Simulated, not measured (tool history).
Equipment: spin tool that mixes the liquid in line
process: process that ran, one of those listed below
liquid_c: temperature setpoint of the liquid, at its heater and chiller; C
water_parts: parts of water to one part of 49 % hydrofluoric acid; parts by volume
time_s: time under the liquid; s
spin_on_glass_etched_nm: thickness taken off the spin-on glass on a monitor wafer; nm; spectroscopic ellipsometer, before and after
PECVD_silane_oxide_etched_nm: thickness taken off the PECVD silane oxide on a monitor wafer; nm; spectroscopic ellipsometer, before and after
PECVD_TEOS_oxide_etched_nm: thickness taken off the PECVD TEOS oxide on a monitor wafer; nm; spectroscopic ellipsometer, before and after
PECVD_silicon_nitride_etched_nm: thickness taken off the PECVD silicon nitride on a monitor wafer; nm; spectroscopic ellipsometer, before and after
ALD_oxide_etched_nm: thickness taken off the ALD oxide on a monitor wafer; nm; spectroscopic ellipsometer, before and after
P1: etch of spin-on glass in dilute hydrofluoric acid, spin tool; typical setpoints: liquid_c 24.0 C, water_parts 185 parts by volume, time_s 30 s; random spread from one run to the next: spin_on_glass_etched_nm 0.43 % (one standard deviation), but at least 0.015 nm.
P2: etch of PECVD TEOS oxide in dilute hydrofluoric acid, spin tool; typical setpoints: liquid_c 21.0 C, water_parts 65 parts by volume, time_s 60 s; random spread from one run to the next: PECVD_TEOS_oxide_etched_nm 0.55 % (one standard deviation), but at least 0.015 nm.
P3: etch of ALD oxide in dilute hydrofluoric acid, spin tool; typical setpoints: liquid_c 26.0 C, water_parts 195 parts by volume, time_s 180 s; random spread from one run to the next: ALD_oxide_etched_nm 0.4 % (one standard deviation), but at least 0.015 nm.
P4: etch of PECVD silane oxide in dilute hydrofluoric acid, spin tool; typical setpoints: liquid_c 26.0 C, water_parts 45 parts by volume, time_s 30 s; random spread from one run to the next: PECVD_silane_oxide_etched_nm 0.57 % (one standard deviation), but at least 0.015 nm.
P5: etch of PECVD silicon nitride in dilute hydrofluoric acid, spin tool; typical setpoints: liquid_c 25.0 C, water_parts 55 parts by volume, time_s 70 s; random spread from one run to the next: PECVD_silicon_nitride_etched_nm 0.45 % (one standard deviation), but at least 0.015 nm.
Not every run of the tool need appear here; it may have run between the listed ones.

run  hour  process  liquid_c  water_parts  time_s  hours since the thermometer was replaced  hours since the hydrofluoric acid flow meter was replaced  spin_on_glass_etched_nm  PECVD_silane_oxide_etched_nm  PECVD_TEOS_oxide_etched_nm  PECVD_silicon_nitride_etched_nm  ALD_oxide_etched_nm
  1   4.6       P1      24.0          185      30                                     477.5                                                      730.8                   5.0899
  2   7.4       P4      26.0           45      30                                     480.3                                                      733.6                                                 37.484
  3  12.5       P2      21.0           65      25                                     485.4                                                      738.7                                                                             10.110
  4  18.4       P1      24.0          100      15                                     491.3                                                      744.6                   5.2135
  5  21.8       P5      32.0           55      70                                     494.7                                                      748.0                                                                                                              9.7413
  6  25.9       P1      24.0          185      30                                     498.8                                                      752.1                   5.1075
  7  28.9       P1      19.0           75      30                                     501.8                                                      755.1                  11.5620
  8  31.9       P5      25.0           55      40                                     504.8                                                      758.1                                                                                                              3.5959
  9  36.5       P1      24.0          250      55                                     509.4                                                      762.7                   6.4381
 10  40.1       P5      25.0           55      70                                     513.0                                                      766.3                                                                                                              6.2691
 11  43.5       P2      21.0           40      60                                     516.4                                                      769.7                                                                             39.891
 12  47.6       P1      24.0          185      50                                     520.5                                                      773.8                   8.5041
 13  53.5       P1      24.0          110      30                                     526.4                                                      779.7                   9.2464
 14  56.8       P4      26.0           20      30                                     529.7                                                      783.0                                                 87.533
 15  59.7       P1      24.0          185      30                                     532.6                                                      785.9                   5.1240
 16  64.7       P3      30.5          195     180                                     537.6                                                      790.9                                                                                                                                   16.136
     69.1  -- hydrofluoric acid flow meter replaced
 17  70.7       P1      24.0          185      30                                     543.6                                                        1.7                   5.1038
 18  74.5       P1      24.0          290      30                                     547.4                                                        5.5                   2.9172
 19  78.2       P3      26.0          195     180                                     551.1                                                        9.2                                                                                                                                   13.709

For run 20, what comes out?
 20  83.6       P4      26.0           45      30                                     556.5                                                       14.6                                                      ?

{"run 20": {"PECVD_silane_oxide_etched_nm": 37.123}}

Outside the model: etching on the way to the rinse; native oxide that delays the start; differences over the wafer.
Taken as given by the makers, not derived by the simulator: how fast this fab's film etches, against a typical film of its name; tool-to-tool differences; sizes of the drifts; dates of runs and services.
